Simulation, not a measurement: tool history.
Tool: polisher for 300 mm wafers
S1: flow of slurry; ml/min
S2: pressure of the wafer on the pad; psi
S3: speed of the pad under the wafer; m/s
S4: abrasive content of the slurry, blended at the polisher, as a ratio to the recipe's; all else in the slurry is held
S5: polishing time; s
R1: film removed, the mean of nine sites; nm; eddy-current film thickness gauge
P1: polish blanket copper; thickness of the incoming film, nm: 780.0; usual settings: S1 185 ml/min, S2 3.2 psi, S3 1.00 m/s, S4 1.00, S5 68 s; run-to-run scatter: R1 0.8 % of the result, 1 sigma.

Run 1, hour 16.5: S1 185 ml/min, S2 3.2 psi, S3 1.00 m/s, S4 1.00, S5 68 s. Result: R1 195.110 nm.
Run 2, hour 30.0: S1 235 ml/min, S2 3.2 psi, S3 1.00 m/s, S4 1.00, S5 68 s. Result: R1 201.090 nm.
Run 3, hour 41.2: S1 185 ml/min, S2 3.2 psi, S3 1.00 m/s, S4 1.00, S5 68 s. Result: R1 194.990 nm.
Run 4, hour 53.3: S1 185 ml/min, S2 4.9 psi, S3 1.00 m/s, S4 1.00, S5 68 s. Result: R1 302.900 nm.
Run 5, hour 63.5: S1 185 ml/min, S2 3.2 psi, S3 1.00 m/s, S4 1.00, S5 68 s. Result: R1 197.610 nm.
Run 6, hour 76.9: S1 185 ml/min, S2 3.2 psi, S3 1.00 m/s, S4 1.35, S5 45 s. Result: R1 137.360 nm.
Run 7, hour 88.9: S1 185 ml/min, S2 3.2 psi, S3 1.00 m/s, S4 1.45, S5 68 s. Result: R1 214.410 nm.
Run 8, hour 104.8: S1 110 ml/min, S2 3.2 psi, S3 1.00 m/s, S4 1.25, S5 68 s. Result: R1 184.280 nm.
Run 9, hour 113.5: S1 185 ml/min, S2 3.2 psi, S3 1.50 m/s, S4 1.00, S5 68 s. Result: R1 296.030 nm.
Run 10, hour 123.8: S1 185 ml/min, S2 3.2 psi, S3 1.00 m/s, S4 1.00, S5 68 s. Result: R1 196.680 nm.
Run 11, hour 137.5: S1 185 ml/min, S2 3.2 psi, S3 1.00 m/s, S4 1.00, S5 68 s. Result: R1 194.680 nm.
Run 12, hour 150.2: S1 185 ml/min, S2 3.2 psi, S3 1.00 m/s, S4 1.00, S5 68 s. Result: R1 195.020 nm.
Run 13, hour 160.1: S1 185 ml/min, S2 3.2 psi, S3 1.00 m/s, S4 1.00, S5 106 s. Result: R1 308.760 nm.
Run 14, hour 176.0: S1 185 ml/min, S2 3.2 psi, S3 1.00 m/s, S4 0.50, S5 68 s. Result: R1 168.380 nm.
Run 15, hour 183.5: S1 185 ml/min, S2 3.2 psi, S3 0.68 m/s, S4 1.00, S5 68 s. Result: R1 134.850 nm.
Run 16, hour 200.8: S1 290 ml/min, S2 3.2 psi, S3 1.00 m/s, S4 1.00, S5 84 s. Result: R1 255.850 nm.
Run 17, hour 208.6: S1 185 ml/min, S2 3.2 psi, S3 1.00 m/s, S4 1.00, S5 68 s. Result: R1 196.730 nm.
Run 18, hour 220.7: S1 110 ml/min, S2 3.2 psi, S3 1.00 m/s, S4 1.00, S5 68 s. Result: R1 177.850 nm.
Run 19, hour 234.0: S1 185 ml/min, S2 3.2 psi, S3 1.00 m/s, S4 1.00, S5 34 s. Result: R1 97.664 nm.
Run 20, hour 245.1: S1 185 ml/min, S2 1.4 psi, S3 1.00 m/s, S4 1.00, S5 68 s. Result: R1 85.875 nm.
Run 21, hour 259.0: S1 185 ml/min, S2 3.2 psi, S3 1.00 m/s, S4 1.00, S5 68 s. Result: R1 196.780 nm.
Run 22, hour 276.1: S1 185 ml/min, S2 3.2 psi, S3 1.00 m/s, S4 1.00, S5 68 s. Result: R1 186.480 nm.
Run 23, hour 288.2: S1 185 ml/min, S2 3.2 psi, S3 1.00 m/s, S4 1.00, S5 68 s. Result: R1 183.160 nm.
At hour 295.0: worn pad replaced by a new one.
At hour 296.8: head pressure recalibrated.
Run 24, hour 304.2: S1 185 ml/min, S2 3.2 psi, S3 1.00 m/s, S4 1.00, S5 68 s. Result: R1 180.670 nm.
Run 25, hour 312.8: S1 185 ml/min, S2 3.2 psi, S3 1.00 m/s, S4 1.00, S5 68 s. Result: R1 182.410 nm.
Run 26, hour 321.8: S1 185 ml/min, S2 3.2 psi, S3 1.00 m/s, S4 1.00, S5 68 s. Result: R1 184.490 nm.
Run 27, hour 338.8: S1 185 ml/min, S2 3.2 psi, S3 1.00 m/s, S4 1.00, S5 68 s. Result: R1 178.340 nm.

What P1 gives has crept away from where it was. These 2 causes fit the log equally well, each at the size given:
A: abrasive missing from the slurry, % = 32.7
B: slurry flow missing at the pad, % = 37.3
The creep began at about hour 259.0.
Why every other cause is out:
removal rate lost through wear of the pad, %: serviced at hour 295.0, which brought nothing back
head's pressure below its setpoint, %: serviced at hour 296.8, which brought nothing back

4 check runs are offered, each on 2 wafers whose results are averaged, their results left as question marks. Which one tells the causes apart?
Run check 1, hour 355.8: S1 185 ml/min, S2 3.2 psi, S3 1.00 m/s, S4 0.70, S5 99 s. Result: R1 ?.
Run check 2, hour 355.8: S1 110 ml/min, S2 3.9 psi, S3 1.00 m/s, S4 1.00, S5 68 s. Result: R1 ?.
Run check 3, hour 355.8: S1 185 ml/min, S2 3.2 psi, S3 1.00 m/s, S4 1.00, S5 34 s. Result: R1 ?.
Run check 4, hour 355.8: S1 185 ml/min, S2 1.9 psi, S3 1.00 m/s, S4 1.00, S5 68 s. Result: R1 ?.

What each check would give under each cause:
  check  result     if A     if B
check 1      R1  244.350  243.450
check 2      R1  199.790  190.290
check 3      R1   90.099   90.104
check 4      R1  106.990  107.000
How far apart the two closest causes lie, in the result that separates them most: check 1 0.37 %; check 2 4.87 %; check 3 0.01 %; check 4 0.01 %
Check 2 tells the causes apart: in the others they would give nearly the same result.

Check 2 was then run and gave: R1 200.130 nm. Which cause is it?

It is A: abrasive missing from the slurry, %.
